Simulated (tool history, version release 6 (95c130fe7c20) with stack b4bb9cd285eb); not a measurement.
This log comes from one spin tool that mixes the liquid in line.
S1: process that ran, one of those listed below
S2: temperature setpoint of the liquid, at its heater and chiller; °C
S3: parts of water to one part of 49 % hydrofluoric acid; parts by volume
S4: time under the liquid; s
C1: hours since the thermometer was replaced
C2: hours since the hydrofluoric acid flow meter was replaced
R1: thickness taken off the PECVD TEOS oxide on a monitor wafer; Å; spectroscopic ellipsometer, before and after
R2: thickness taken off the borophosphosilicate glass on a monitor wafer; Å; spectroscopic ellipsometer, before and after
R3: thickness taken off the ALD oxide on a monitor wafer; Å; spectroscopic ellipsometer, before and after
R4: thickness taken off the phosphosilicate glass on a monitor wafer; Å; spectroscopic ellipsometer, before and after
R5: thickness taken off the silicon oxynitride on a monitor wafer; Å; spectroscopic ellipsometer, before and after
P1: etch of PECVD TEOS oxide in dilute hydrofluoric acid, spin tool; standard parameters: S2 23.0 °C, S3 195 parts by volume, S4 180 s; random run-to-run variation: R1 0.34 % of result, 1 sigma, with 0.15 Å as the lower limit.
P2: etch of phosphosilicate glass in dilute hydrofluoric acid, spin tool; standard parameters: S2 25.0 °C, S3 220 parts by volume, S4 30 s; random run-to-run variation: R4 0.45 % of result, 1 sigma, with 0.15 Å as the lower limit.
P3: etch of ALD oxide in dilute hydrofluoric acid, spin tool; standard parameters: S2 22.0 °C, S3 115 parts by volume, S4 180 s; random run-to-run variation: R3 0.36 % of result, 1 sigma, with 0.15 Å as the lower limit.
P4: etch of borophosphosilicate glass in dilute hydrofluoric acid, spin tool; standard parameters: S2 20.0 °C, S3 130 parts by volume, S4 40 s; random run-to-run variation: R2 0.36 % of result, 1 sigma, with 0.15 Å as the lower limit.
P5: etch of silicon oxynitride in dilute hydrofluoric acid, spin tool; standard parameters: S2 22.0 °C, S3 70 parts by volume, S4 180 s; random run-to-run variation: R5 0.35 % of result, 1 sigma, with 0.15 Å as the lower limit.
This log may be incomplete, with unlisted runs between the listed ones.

run	hour	S1	S2	S3	S4	C1	C2	R1	R2	R3	R4	R5
1	5.0	P1	23.0	195	180	1783.4	1833.1	97.315				
2	8.3	P4	17.0	130	40	1786.7	1836.4		127.860			
3	11.2	P3	22.0	200	180	1789.6	1839.3			85.472		
4	14.2	P2	25.0	220	15	1792.6	1842.3				42.889	
5	17.5	P1	23.0	195	180	1795.9	1845.6	97.245				
6	21.9	P2	25.0	220	30	1800.3	1850.0				85.673	
7	25.3	P4	20.0	130	40	1803.7	1853.4		145.120			
8	30.1	P5	22.0	70	180	1808.5	1858.2					79.562
9	33.0	P1	23.0	195	180	1811.4	1861.1	97.425				
10	38.6	P1	23.0	195	60	1817.0	1866.7	32.250				
11	43.6	P2	25.0	75	30	1822.0	1871.7				298.280	
12	47.7	P1	17.5	195	180	1826.1	1875.8	78.538				
13	52.7	P2	25.0	220	30	1831.1	1880.8				85.535	
14	58.7	P1	23.0	195	295	1837.1	1886.8	159.210				
15	64.3	P4	20.0	130	40	1842.7	1892.4		144.210			
16	70.6	P5	22.0	30	180	1849.0	1898.7					191.700
17	74.0	P1	29.0	195	180	1852.4	1902.1	121.030				
18	80.4	P5	29.0	70	180	1858.8	1908.5					111.340
19	85.2	P4	20.0	70	40	1863.6	1913.3		286.560			
20	90.6	P3	22.0	115	180	1869.0	1918.7			161.320		
21	95.4	P2	17.0	220	30	1873.8	1923.5				63.913	
22	101.4	P3	17.5	115	180	1879.8	1929.5			134.610		
23	104.8	P5	22.0	70	180	1883.2	1932.9					80.068
24	110.1	P5	22.0	70	100	1888.5	1938.2					44.581
25	113.8	P4	20.0	130	15	1892.2	1941.9		54.698			
26	118.0	P3	22.0	115	60	1896.4	1946.1			53.676		
27	121.3	P1	23.0	195	180	1899.7	1949.4	97.266				
28	127.2	P1	23.0	315	180	1905.6	1955.3	53.387				
29	133.3	P1	23.0	195	180	1911.7	1961.4	96.675				
30	139.8	P1	23.0	195	180	1918.2	1967.9	97.261				
31	144.8	P1	17.0	195	345	1923.2	1972.9	147.680				
32	148.0	P1	23.0	35	180	1926.4	1976.1	655.850				

For run 33, what comes out?
33	152.5	P1	23.0	195	180	1930.9	1980.6	?				

R1: 97.437 Å
